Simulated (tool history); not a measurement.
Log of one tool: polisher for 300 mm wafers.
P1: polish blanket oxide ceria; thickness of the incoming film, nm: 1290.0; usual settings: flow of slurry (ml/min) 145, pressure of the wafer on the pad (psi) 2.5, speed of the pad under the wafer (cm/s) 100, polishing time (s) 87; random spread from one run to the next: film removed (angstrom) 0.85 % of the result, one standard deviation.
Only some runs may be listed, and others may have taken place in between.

run,hour,flow of slurry (ml/min),pressure of the wafer on the pad (psi),speed of the pad under the wafer (cm/s),polishing time (s),wafers polished on this pad,hours since the slurry nozzle was cleaned,hours since the head pressure was calibrated,film removed (angstrom)
1,2.1,145,2.5,100,87,162,122.5,136.7,3381.3
2,4.7,225,2.5,100,87,180,125.1,139.3,3593.1
3,7.1,145,2.5,154,87,196,127.5,141.7,5274.6
4,9.8,145,3.8,100,87,215,130.2,144.4,5154
5,13.2,145,2.5,44,87,238,133.6,147.8,1483.9
6,16.1,145,2.5,100,87,257,136.5,150.7,3422.9
7,19.4,145,2.5,100,87,280,139.8,154,3380.7
8,23.3,145,2.5,100,121,306,143.7,157.9,4803.4
9,25.9,145,1.1,100,87,324,146.3,160.5,1498.2
10,28.8,145,2.5,100,87,343,149.2,163.4,3386
11,32.5,145,2.5,100,87,368,152.9,167.1,3370.9
12,35.5,145,3.5,74,87,389,155.9,170.1,3504.5
13,37.6,145,2.5,100,87,403,158,172.2,3437.1
14,41.3,145,2.5,100,48,428,161.7,175.9,1899.7
15,43.7,95,2.5,100,87,444,164.1,178.3,3099
16,47.5,190,3.6,100,87,470,167.9,182.1,5192.9

Run 17 comes next. What will it give?
17,51.3,145,2.5,100,87,496,171.7,185.9,?

For run 17 the tool returned film removed (angstrom) 3391.8.
